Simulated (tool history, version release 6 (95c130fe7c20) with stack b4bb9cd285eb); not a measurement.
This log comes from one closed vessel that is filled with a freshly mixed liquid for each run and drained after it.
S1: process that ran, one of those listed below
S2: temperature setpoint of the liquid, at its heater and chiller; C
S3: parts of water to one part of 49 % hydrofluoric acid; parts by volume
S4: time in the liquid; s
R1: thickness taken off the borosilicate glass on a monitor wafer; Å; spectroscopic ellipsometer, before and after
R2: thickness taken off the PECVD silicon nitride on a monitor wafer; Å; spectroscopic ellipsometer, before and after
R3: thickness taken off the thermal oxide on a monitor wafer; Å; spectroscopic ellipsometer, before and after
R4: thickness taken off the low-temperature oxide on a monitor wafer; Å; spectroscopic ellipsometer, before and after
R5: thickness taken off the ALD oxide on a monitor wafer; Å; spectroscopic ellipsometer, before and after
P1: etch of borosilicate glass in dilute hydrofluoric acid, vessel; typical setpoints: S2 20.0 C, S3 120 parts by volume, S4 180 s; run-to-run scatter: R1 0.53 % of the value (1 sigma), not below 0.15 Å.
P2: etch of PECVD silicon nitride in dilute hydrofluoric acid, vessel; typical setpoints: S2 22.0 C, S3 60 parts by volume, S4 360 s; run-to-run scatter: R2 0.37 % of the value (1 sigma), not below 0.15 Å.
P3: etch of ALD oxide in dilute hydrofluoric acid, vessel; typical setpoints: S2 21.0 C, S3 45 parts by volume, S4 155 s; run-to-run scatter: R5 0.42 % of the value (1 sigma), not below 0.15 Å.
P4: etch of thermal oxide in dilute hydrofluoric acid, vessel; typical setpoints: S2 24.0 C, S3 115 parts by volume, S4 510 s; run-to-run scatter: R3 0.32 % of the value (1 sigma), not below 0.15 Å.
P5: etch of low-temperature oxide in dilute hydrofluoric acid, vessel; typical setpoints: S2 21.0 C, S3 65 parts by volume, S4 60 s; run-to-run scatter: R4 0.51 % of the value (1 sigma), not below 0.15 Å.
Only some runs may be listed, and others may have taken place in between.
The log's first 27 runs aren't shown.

run 28 hour=83.9 | S1=P1 S2=20.0 S3=120 S4=180 | R1=389.680
run 29 hour=86.9 | S1=P1 S2=20.0 S3=120 S4=180 | R1=387.720
run 30 hour=89.8 | S1=P1 S2=24.0 S3=120 S4=345 | R1=872.960
run 31 hour=93.7 | S1=P5 S2=21.0 S3=40 S4=60 | R4=230.45
run 32 hour=97.4 | S1=P5 S2=21.0 S3=65 S4=90 | R4=206.20
run 33 hour=100.9 | S1=P1 S2=20.0 S3=120 S4=180 | R1=388.810
run 34 hour=104.7 | S1=P1 S2=20.0 S3=120 S4=180 | R1=400.560
run 35 hour=107.9 | S1=P1 S2=20.0 S3=120 S4=180 | R1=408.040
run 36 hour=109.9 | S1=P1 S2=20.0 S3=120 S4=180 | R1=414.720

What does the tool deliver on the next run?
run 37 hour=114.0 | S1=P1 S2=20.0 S3=120 S4=180 | R1=?

Run 37 came out at R1 421.130 Å.

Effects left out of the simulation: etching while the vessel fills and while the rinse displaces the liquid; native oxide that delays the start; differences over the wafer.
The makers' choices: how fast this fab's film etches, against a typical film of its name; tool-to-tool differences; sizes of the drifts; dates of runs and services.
